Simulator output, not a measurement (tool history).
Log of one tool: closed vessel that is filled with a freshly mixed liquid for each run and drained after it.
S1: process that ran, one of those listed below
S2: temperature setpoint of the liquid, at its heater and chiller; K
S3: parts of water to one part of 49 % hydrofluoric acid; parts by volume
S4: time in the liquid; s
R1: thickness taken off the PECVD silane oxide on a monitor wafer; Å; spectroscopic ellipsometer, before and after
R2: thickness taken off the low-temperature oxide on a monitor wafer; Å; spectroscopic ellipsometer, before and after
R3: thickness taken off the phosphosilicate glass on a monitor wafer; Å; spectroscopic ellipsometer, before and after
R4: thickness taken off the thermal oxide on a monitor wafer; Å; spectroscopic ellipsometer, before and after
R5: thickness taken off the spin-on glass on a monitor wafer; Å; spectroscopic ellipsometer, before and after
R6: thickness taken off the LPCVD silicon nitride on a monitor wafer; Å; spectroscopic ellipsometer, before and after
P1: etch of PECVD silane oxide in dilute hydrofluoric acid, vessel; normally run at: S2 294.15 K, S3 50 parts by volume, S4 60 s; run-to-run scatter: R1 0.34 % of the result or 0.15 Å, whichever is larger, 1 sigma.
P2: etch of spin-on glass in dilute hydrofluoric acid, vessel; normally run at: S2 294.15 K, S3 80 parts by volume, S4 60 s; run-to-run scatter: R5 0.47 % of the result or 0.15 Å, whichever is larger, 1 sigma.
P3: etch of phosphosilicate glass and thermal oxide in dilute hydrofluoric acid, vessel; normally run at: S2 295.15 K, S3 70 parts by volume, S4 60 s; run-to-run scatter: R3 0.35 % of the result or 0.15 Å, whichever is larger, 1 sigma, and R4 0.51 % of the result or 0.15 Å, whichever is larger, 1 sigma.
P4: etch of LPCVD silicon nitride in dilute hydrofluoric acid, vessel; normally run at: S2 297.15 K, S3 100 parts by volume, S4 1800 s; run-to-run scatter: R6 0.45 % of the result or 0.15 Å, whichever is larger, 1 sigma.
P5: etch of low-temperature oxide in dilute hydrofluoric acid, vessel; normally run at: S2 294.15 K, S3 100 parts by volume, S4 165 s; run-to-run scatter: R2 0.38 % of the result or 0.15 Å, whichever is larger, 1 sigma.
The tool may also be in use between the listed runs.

run	hour	S1	S2	S3	S4	R1	R2	R3	R4	R5	R6
1	5.0	P1	294.15	50	60	417.37					
2	11.6	P1	294.15	50	60	417.74					
3	16.7	P5	290.15	100	165		404.59				
4	25.6	P3	295.15	115	60			724.79	23.523		
5	34.1	P5	294.15	100	85		248.35				
6	40.6	P2	294.15	80	110					521.26	
7	48.1	P4	297.15	100	1800						92.120
8	54.9	P5	294.15	60	165		843.29				
9	60.4	P1	294.15	50	95	660.72					
10	66.2	P1	294.15	50	60	416.91					
11	75.2	P1	294.15	85	105	411.95					
12	81.2	P1	294.15	50	60	415.09					
13	90.4	P1	294.15	85	60	234.45					
14	95.9	P4	297.15	60	1800						151.420
15	102.3	P1	298.65	50	95	794.23					
16	108.1	P1	290.15	50	60	352.37					
17	114.8	P2	290.15	80	60					240.07	
18	121.2	P3	295.15	70	60			1262.70	40.708		
19	128.6	P1	294.15	50	60	418.30					
20	137.5	P1	294.15	50	30	209.83					
21	144.7	P3	290.65	70	60			1040.20	34.257		
22	152.8	P4	297.15	100	585						29.585
23	160.4	P1	294.15	20	60	1084.10					
24	168.1	P2	294.15	80	60					283.96	
25	173.2	P5	294.15	100	165		483.87				
26	179.7	P1	300.65	50	60	543.20					
27	187.5	P1	294.15	50	60	417.35					
28	195.1	P4	291.65	100	1800						62.610
29	199.3	P2	294.15	140	60					152.82	
30	204.8	P3	295.15	70	30			636.15	20.627		
31	213.0	P1	294.15	20	30	540.60					
32	218.7	P1	294.15	50	60	415.57					
33	226.6	P1	294.15	50	60	434.53					
34	231.3	P1	294.15	50	60	445.32					
35	236.8	P1	294.15	50	60	449.46					
36	241.4	P1	294.15	50	60	454.82					
37	247.5	P1	294.15	50	60	456.00					
38	253.4	P1	294.15	50	60	458.57					
39	257.8	P1	294.15	50	60	457.99					
40	264.1	P1	294.15	50	60	460.59					
41	271.4	P1	294.15	50	60	461.89					
42	276.9	P1	294.15	50	60	462.45					

What P1 gives has crept away from where it was. These 2 causes fit the log equally well, each at the size given:
A: hydrofluoric acid flow above the setpoint (%) = 9.73
B: liquid hotter than its thermometer reads (K) = 2.36
The creep began at about hour 218.7.

4 check runs are offered, one wafer each, their results left as question marks. Which one tells the causes apart?
check 1	282.4	P3	295.15	70	60			?	?		
check 2	282.4	P4	297.15	100	1800						?
check 3	282.4	P5	294.15	100	165		?				
check 4	282.4	P2	294.15	80	60					?	

What each check would give under each cause:
check	result	if A	if B
check 1	R3	1395.70	1389.70
check 1	R4	45.176	44.983
check 2	R6	100.230	106.680
check 3	R2	533.61	529.33
check 4	R5	315.45	313.93
How far apart the two closest causes lie, in the result that separates them most: check 1 0.43 %; check 2 6.24 %; check 3 0.8 %; check 4 0.48 %
Check 2 tells the causes apart: in the others they would give nearly the same result.

Then check 2 was run and gave: R6 106.630 Å. Which cause is it?

It is B: liquid hotter than its thermometer reads (K).
